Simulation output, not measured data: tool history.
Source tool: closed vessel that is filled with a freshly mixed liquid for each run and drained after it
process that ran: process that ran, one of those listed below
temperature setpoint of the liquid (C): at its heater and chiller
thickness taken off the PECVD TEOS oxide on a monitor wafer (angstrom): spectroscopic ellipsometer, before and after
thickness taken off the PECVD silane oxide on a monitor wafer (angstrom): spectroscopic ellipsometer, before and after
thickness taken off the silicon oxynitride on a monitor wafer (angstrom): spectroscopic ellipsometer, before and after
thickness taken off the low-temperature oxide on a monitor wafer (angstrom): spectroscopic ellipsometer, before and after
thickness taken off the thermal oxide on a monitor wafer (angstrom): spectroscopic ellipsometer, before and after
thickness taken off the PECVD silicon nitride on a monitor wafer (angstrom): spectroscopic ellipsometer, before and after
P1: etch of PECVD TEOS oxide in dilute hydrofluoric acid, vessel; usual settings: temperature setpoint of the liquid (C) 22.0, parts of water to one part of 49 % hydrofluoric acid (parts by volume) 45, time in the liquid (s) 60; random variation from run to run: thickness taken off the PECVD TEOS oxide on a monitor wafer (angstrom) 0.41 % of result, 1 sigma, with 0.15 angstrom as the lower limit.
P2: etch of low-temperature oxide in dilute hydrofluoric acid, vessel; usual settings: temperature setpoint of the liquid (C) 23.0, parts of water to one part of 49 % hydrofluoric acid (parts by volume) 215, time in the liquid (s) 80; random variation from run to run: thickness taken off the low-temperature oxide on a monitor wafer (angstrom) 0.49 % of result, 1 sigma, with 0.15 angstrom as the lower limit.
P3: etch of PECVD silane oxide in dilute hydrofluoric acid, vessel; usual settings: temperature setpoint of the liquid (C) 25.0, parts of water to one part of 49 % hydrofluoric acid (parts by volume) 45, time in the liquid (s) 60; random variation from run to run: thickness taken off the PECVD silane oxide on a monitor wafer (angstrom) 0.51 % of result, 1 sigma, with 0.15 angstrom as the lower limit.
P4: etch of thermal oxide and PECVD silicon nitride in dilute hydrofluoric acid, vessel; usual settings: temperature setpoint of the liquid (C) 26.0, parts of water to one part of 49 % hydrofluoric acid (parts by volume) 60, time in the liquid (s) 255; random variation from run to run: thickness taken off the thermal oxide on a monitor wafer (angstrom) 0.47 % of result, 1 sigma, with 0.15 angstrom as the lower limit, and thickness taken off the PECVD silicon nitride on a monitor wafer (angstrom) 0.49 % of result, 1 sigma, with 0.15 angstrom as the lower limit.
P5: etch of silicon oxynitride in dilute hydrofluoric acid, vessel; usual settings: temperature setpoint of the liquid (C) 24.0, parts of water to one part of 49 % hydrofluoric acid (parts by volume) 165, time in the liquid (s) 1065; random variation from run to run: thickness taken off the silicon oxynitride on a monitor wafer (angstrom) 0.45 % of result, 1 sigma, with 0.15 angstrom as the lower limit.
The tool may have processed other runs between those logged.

| run | hour | process that ran | temperature setpoint of the liquid (C) | parts of water to one part of 49 % hydrofluoric acid (parts by volume) | time in the liquid (s) | hours since the thermometer was replaced | hours since the hydrofluoric acid flow meter was replaced | thickness taken off the PECVD TEOS oxide on a monitor wafer (angstrom) | thickness taken off the PECVD silane oxide on a monitor wafer (angstrom) | thickness taken off the silicon oxynitride on a monitor wafer (angstrom) | thickness taken off the low-temperature oxide on a monitor wafer (angstrom) | thickness taken off the thermal oxide on a monitor wafer (angstrom) | thickness taken off the PECVD silicon nitride on a monitor wafer (angstrom) |
|---|---|---|---|---|---|---|---|---|---|---|---|---|---|
| 1 | 4.7 | P1 | 22.0 | 45 | 60 | 288.6 | 978.9 | 211.570 |  |  |  |  |  |
| 2 | 10.0 | P3 | 25.0 | 45 | 60 | 293.9 | 984.2 |  | 740.53 |  |  |  |  |
| 3 | 14.3 | P5 | 17.0 | 165 | 1065 | 298.2 | 988.5 |  |  | 184.450 |  |  |  |
| 4 | 22.2 | P2 | 23.0 | 215 | 40 | 306.1 | 996.4 |  |  |  | 30.899 |  |  |
| 5 | 27.4 | P5 | 24.0 | 165 | 1065 | 311.3 | 1001.6 |  |  | 256.690 |  |  |  |
| 6 | 35.6 | P2 | 29.0 | 215 | 80 | 319.5 | 1009.8 |  |  |  | 77.732 |  |  |
| 7 | 43.6 | P5 | 24.0 | 165 | 1065 | 327.5 | 1017.8 |  |  | 257.010 |  |  |  |
| 8 | 50.9 | P1 | 22.0 | 45 | 60 | 334.8 | 1025.1 | 211.930 |  |  |  |  |  |
| 9 | 58.6 | P1 | 22.0 | 45 | 110 | 342.5 | 1032.8 | 387.270 |  |  |  |  |  |
| 10 | 63.5 | P3 | 25.0 | 70 | 60 | 347.4 | 1037.7 |  | 461.48 |  |  |  |  |
| 11 | 67.2 | P5 | 24.0 | 250 | 1065 | 351.1 | 1041.4 |  |  | 160.110 |  |  |  |
| 12 | 71.6 | P3 | 25.0 | 45 | 110 | 355.5 | 1045.8 |  | 1359.00 |  |  |  |  |
| 13 | 78.4 | P1 | 22.0 | 45 | 60 | 362.3 | 1052.6 | 211.840 |  |  |  |  |  |
| 14 | 85.5 | P1 | 22.0 | 45 | 30 | 369.4 | 1059.7 | 106.270 |  |  |  |  |  |
| 15 | 92.0 | P1 | 22.0 | 75 | 30 | 375.9 | 1066.2 | 60.559 |  |  |  |  |  |
| 16 | 97.5 | P1 | 17.0 | 45 | 60 | 381.4 | 1071.7 | 170.610 |  |  |  |  |  |
| 17 | 104.5 | P2 | 23.0 | 215 | 80 | 388.4 | 1078.7 |  |  |  | 61.822 |  |  |
| 18 | 111.0 | P1 | 22.0 | 75 | 60 | 394.9 | 1085.2 | 122.560 |  |  |  |  |  |
| 19 | 118.4 | P3 | 33.0 | 45 | 60 | 402.3 | 1092.6 |  | 1021.50 |  |  |  |  |
| 20 | 126.3 | P1 | 27.5 | 45 | 60 | 410.2 | 1100.5 | 264.780 |  |  |  |  |  |
| 21 | 131.5 | P5 | 24.0 | 165 | 125 | 415.4 | 1105.7 |  |  | 30.141 |  |  |  |
| 22 | 139.1 | P1 | 22.0 | 45 | 60 | 423.0 | 1113.3 | 210.470 |  |  |  |  |  |
| 23 | 143.7 | P4 | 26.0 | 110 | 255 | 427.6 | 1117.9 |  |  |  |  | 123.150 | 152.30 |
| 24 | 149.4 | P4 | 18.5 | 60 | 255 | 433.3 | 1123.6 |  |  |  |  | 175.200 | 166.05 |
| 25 | 153.1 | P2 | 23.0 | 215 | 80 | 437.0 | 1127.3 |  |  |  | 61.756 |  |  |
| 26 | 156.7 | P1 | 22.0 | 30 | 35 | 440.6 | 1130.9 | 188.010 |  |  |  |  |  |
| 27 | 163.8 | P1 | 22.0 | 20 | 60 | 447.7 | 1138.0 | 494.060 |  |  |  |  |  |
| 28 | 168.4 | P4 | 26.0 | 60 | 255 | 452.3 | 1142.6 |  |  |  |  | 241.690 | 278.17 |
| 29 | 172.0 | P2 | 23.0 | 50 | 80 | 455.9 | 1146.2 |  |  |  | 320.900 |  |  |
| 30 | 177.6 | P4 | 26.0 | 60 | 95 | 461.5 | 1151.8 |  |  |  |  | 90.352 | 102.78 |
| 31 | 185.1 | P3 | 25.0 | 45 | 60 | 469.0 | 1159.3 |  | 743.32 |  |  |  |  |
| 32 | 190.9 | P1 | 22.0 | 30 | 90 | 474.8 | 1165.1 | 484.700 |  |  |  |  |  |
| 33 | 198.3 | P1 | 22.0 | 45 | 60 | 482.2 | 1172.5 | 212.050 |  |  |  |  |  |
| 34 | 204.4 | P1 | 22.0 | 45 | 60 | 488.3 | 1178.6 | 205.660 |  |  |  |  |  |
| 35 | 208.2 | P1 | 22.0 | 45 | 60 | 492.1 | 1182.4 | 200.370 |  |  |  |  |  |
| 36 | 212.9 | P1 | 22.0 | 45 | 60 | 496.8 | 1187.1 | 196.970 |  |  |  |  |  |
| 37 | 217.9 | P1 | 22.0 | 45 | 60 | 501.8 | 1192.1 | 195.480 |  |  |  |  |  |
| 38 | 225.3 | P1 | 22.0 | 45 | 60 | 509.2 | 1199.5 | 194.420 |  |  |  |  |  |
| 39 | 233.2 | P1 | 22.0 | 45 | 60 | 517.1 | 1207.4 | 192.380 |  |  |  |  |  |
| 40 | 237.3 | P1 | 22.0 | 45 | 60 | 521.2 | 1211.5 | 192.820 |  |  |  |  |  |
| 41 | 241.6 | P1 | 22.0 | 45 | 60 | 525.5 | 1215.8 | 191.940 |  |  |  |  |  |
| 42 | 245.6 | P1 | 22.0 | 45 | 60 | 529.5 | 1219.8 | 191.730 |  |  |  |  |  |
| 43 | 253.7 | P1 | 22.0 | 45 | 60 | 537.6 | 1227.9 | 191.940 |  |  |  |  |  |

Compared with where it was, what P1 gives has crept away. Each cause listed below fits the log as well as the rest, at the size given for it:
A: liquid colder than its thermometer reads (K) = 2.31
B: hydrofluoric acid flow below the setpoint (%) = 8.81
The gradual shift began around hour 198.3.

The check runs listed below each take one wafer, and their results are still question marks. Under which run would the listed causes lead to clearly different results?
| check 1 | 261.8 | P2 | 29.0 | 55 | 80 |  |  |  |  |  | ? |  |  |
| check 2 | 261.8 | P3 | 32.0 | 45 | 60 |  |  |  | ? |  |  |  |  |
| check 3 | 261.8 | P5 | 17.5 | 165 | 1065 |  |  |  |  | ? |  |  |  |
| check 4 | 261.8 | P4 | 19.0 | 60 | 255 |  |  |  |  |  |  | ? | ? |

Outcome of each check run for each possible cause:
| check | result | if A | if B |
|---|---|---|---|
| check 1 | thickness taken off the low-temperature oxide on a monitor wafer (angstrom) | 338.730 | 335.960 |
| check 2 | thickness taken off the PECVD silane oxide on a monitor wafer (angstrom) | 896.43 | 888.53 |
| check 3 | thickness taken off the silicon oxynitride on a monitor wafer (angstrom) | 169.530 | 171.420 |
| check 4 | thickness taken off the thermal oxide on a monitor wafer (angstrom) | 163.410 | 163.440 |
| check 4 | thickness taken off the PECVD silicon nitride on a monitor wafer (angstrom) | 145.99 | 157.00 |
Gap, in per cent, between the two causes that each check separates least, read from the result that separates them most: check 1 0.82 %; check 2 0.88 %; check 3 1.11 %; check 4 7.27 %
The other checks would show nearly matching results whichever cause is true, so check 4 is the only one that separates the causes.

Check 4 was carried out, with these results: thickness taken off the thermal oxide on a monitor wafer (angstrom) 162.330; thickness taken off the PECVD silicon nitride on a monitor wafer (angstrom) 147.11. Which of the listed causes is responsible?

It is A: liquid colder than its thermometer reads (K).
